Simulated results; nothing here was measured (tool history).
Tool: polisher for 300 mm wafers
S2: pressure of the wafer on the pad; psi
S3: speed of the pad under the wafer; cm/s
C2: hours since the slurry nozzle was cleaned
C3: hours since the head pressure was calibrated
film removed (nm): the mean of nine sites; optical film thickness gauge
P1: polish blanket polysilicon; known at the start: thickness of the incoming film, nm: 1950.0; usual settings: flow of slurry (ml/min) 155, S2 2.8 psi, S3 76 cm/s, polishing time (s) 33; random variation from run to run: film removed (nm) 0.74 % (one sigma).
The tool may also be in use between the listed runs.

{"run": 1, "hour": 3.6, "flow of slurry (ml/min)": 155, "S2": 2.8, "S3": 76, "polishing time (s)": 33, "wafers polished on this pad": 285, "C2": 221.7, "C3": 202.7, "film removed (nm)": 226.96}
{"run": 2, "hour": 7.1, "flow of slurry (ml/min)": 155, "S2": 2.8, "S3": 76, "polishing time (s)": 45, "wafers polished on this pad": 344, "C2": 225.2, "C3": 206.2, "film removed (nm)": 305.85}
{"run": 3, "hour": 13.1, "flow of slurry (ml/min)": 155, "S2": 2.8, "S3": 116, "polishing time (s)": 33, "wafers polished on this pad": 445, "C2": 231.2, "C3": 212.2, "film removed (nm)": 342.21}
{"run": 4, "hour": 19.9, "flow of slurry (ml/min)": 155, "S2": 2.8, "S3": 76, "polishing time (s)": 33, "wafers polished on this pad": 559, "C2": 238, "C3": 219, "film removed (nm)": 222.5}
{"run": 5, "hour": 24.5, "flow of slurry (ml/min)": 155, "S2": 2.8, "S3": 76, "polishing time (s)": 33, "wafers polished on this pad": 637, "C2": 242.6, "C3": 223.6, "film removed (nm)": 224.98}
{"run": 6, "hour": 28.7, "flow of slurry (ml/min)": 155, "S2": 2.8, "S3": 76, "polishing time (s)": 33, "wafers polished on this pad": 707, "C2": 246.8, "C3": 227.8, "film removed (nm)": 223.47}
{"run": 7, "hour": 34.0, "flow of slurry (ml/min)": 155, "S2": 2.8, "S3": 76, "polishing time (s)": 33, "wafers polished on this pad": 797, "C2": 252.1, "C3": 233.1, "film removed (nm)": 227.66}
{"run": 8, "hour": 40.1, "flow of slurry (ml/min)": 155, "S2": 2.8, "S3": 76, "polishing time (s)": 33, "wafers polished on this pad": 899, "C2": 258.2, "C3": 239.2, "film removed (nm)": 223.91}
{"run": 9, "hour": 44.7, "flow of slurry (ml/min)": 155, "S2": 2.8, "S3": 50, "polishing time (s)": 33, "wafers polished on this pad": 977, "C2": 262.8, "C3": 243.8, "film removed (nm)": 147.7}
{"run": 10, "hour": 48.3, "flow of slurry (ml/min)": 105, "S2": 2.8, "S3": 76, "polishing time (s)": 43, "wafers polished on this pad": 1037, "C2": 266.4, "C3": 247.4, "film removed (nm)": 268.39}
{"run": 11, "hour": 52.7, "flow of slurry (ml/min)": 155, "S2": 3.7, "S3": 76, "polishing time (s)": 45, "wafers polished on this pad": 1111, "C2": 270.8, "C3": 251.8, "film removed (nm)": 403.8}
{"run": 12, "hour": 57.8, "flow of slurry (ml/min)": 155, "S2": 2.8, "S3": 76, "polishing time (s)": 33, "wafers polished on this pad": 1197, "C2": 275.9, "C3": 256.9, "film removed (nm)": 223.43}
{"run": 13, "hour": 64.4, "flow of slurry (ml/min)": 155, "S2": 4.2, "S3": 76, "polishing time (s)": 33, "wafers polished on this pad": 1308, "C2": 282.5, "C3": 263.5, "film removed (nm)": 339.66}
{"run": 14, "hour": 70.4, "flow of slurry (ml/min)": 155, "S2": 1.5, "S3": 76, "polishing time (s)": 33, "wafers polished on this pad": 1409, "C2": 288.5, "C3": 269.5, "film removed (nm)": 121.8}
{"run": 15, "hour": 76.1, "flow of slurry (ml/min)": 155, "S2": 2.8, "S3": 76, "polishing time (s)": 15, "wafers polished on this pad": 1505, "C2": 294.2, "C3": 275.2, "film removed (nm)": 102.63}
{"run": 16, "hour": 84.2, "flow of slurry (ml/min)": 235, "S2": 2.8, "S3": 76, "polishing time (s)": 33, "wafers polished on this pad": 1642, "C2": 302.3, "C3": 283.3, "film removed (nm)": 240.22}
{"run": 17, "hour": 88.4, "flow of slurry (ml/min)": 95, "S2": 2.8, "S3": 76, "polishing time (s)": 33, "wafers polished on this pad": 1712, "C2": 306.5, "C3": 287.5, "film removed (nm)": 202.1}
{"run": 18, "hour": 92.1, "flow of slurry (ml/min)": 155, "S2": 2.8, "S3": 76, "polishing time (s)": 33, "wafers polished on this pad": 1775, "C2": 310.2, "C3": 291.2, "film removed (nm)": 223.34}
{"run": 19, "hour": 95.9, "flow of slurry (ml/min)": 155, "S2": 2.8, "S3": 76, "polishing time (s)": 33, "wafers polished on this pad": 1838, "C2": 314, "C3": 295, "film removed (nm)": 223.24}
{"run": 20, "hour": 101.6, "flow of slurry (ml/min)": 155, "S2": 2.8, "S3": 76, "polishing time (s)": 33, "wafers polished on this pad": 1934, "C2": 319.7, "C3": 300.7, "film removed (nm)": 219.9}
{"run": 21, "hour": 105.9, "flow of slurry (ml/min)": 155, "S2": 2.8, "S3": 76, "polishing time (s)": 33, "wafers polished on this pad": 2007, "C2": 324, "C3": 305, "film removed (nm)": 214.82}
{"run": 22, "hour": 113.1, "flow of slurry (ml/min)": 155, "S2": 2.8, "S3": 76, "polishing time (s)": 33, "wafers polished on this pad": 2128, "C2": 331.2, "C3": 312.2, "film removed (nm)": 216.57}
{"run": 23, "hour": 119.9, "flow of slurry (ml/min)": 155, "S2": 2.8, "S3": 76, "polishing time (s)": 33, "wafers polished on this pad": 2242, "C2": 338, "C3": 319, "film removed (nm)": 213.46}
{"run": 24, "hour": 127.6, "flow of slurry (ml/min)": 155, "S2": 2.8, "S3": 76, "polishing time (s)": 33, "wafers polished on this pad": 2372, "C2": 345.7, "C3": 326.7, "film removed (nm)": 208.44}
{"hour": 128.9, "done": "worn pad replaced by a new one"}
{"run": 25, "hour": 132.6, "flow of slurry (ml/min)": 155, "S2": 2.8, "S3": 76, "polishing time (s)": 33, "wafers polished on this pad": 62, "C2": 350.7, "C3": 331.7, "film removed (nm)": 211.21}
{"run": 26, "hour": 139.3, "flow of slurry (ml/min)": 155, "S2": 2.8, "S3": 76, "polishing time (s)": 33, "wafers polished on this pad": 175, "C2": 357.4, "C3": 338.4, "film removed (nm)": 214.36}
{"run": 27, "hour": 143.6, "flow of slurry (ml/min)": 155, "S2": 2.8, "S3": 76, "polishing time (s)": 33, "wafers polished on this pad": 248, "C2": 361.7, "C3": 342.7, "film removed (nm)": 208.42}
{"run": 28, "hour": 148.6, "flow of slurry (ml/min)": 155, "S2": 2.8, "S3": 76, "polishing time (s)": 33, "wafers polished on this pad": 332, "C2": 366.7, "C3": 347.7, "film removed (nm)": 208.94}
{"run": 29, "hour": 153.6, "flow of slurry (ml/min)": 155, "S2": 2.8, "S3": 76, "polishing time (s)": 33, "wafers polished on this pad": 416, "C2": 371.7, "C3": 352.7, "film removed (nm)": 211.7}

What P1 gives has crept away from where it was. These 2 causes fit the log equally well, each at the size given:
A: slurry flow missing at the pad, % = 29.4
B: head's pressure below its setpoint, % = 6.6
The creep began at about hour 92.1.
Why every other cause is out:
removal rate lost through wear of the pad, %: serviced at hour 128.9, which brought nothing back

4 check runs are offered, each on 2 wafers whose results are averaged, their results left as question marks. Which one tells the causes apart?
{"run": "check 1", "hour": 158.6, "flow of slurry (ml/min)": 155, "S2": 2.8, "S3": 52, "polishing time (s)": 16, "film removed (nm)": "?"}
{"run": "check 2", "hour": 158.6, "flow of slurry (ml/min)": 155, "S2": 4, "S3": 76, "polishing time (s)": 33, "film removed (nm)": "?"}
{"run": "check 3", "hour": 158.6, "flow of slurry (ml/min)": 95, "S2": 2.8, "S3": 100, "polishing time (s)": 33, "film removed (nm)": "?"}
{"run": "check 4", "hour": 158.6, "flow of slurry (ml/min)": 155, "S2": 2.1, "S3": 76, "polishing time (s)": 33, "film removed (nm)": "?"}

What each check would give under each cause:
check=check_1 result=film_removed_(nm) if_A=69.754 if_B=69.751
check=check_2 result=film_removed_(nm) if_A=300.38 if_B=300.37
check=check_3 result=film_removed_(nm) if_A=240.64 if_B=249.66
check=check_4 result=film_removed_(nm) if_A=157.7 if_B=157.69
How far apart the two closest causes lie, in the result that separates them most: check 1 0 %; check 2 0 %; check 3 3.68 %; check 4 0 %
Check 3 tells the causes apart: in the others they would give nearly the same result.

Then check 3 was run and gave: film removed (nm) 238.28. Which cause is it?

It is A: slurry flow missing at the pad, %.
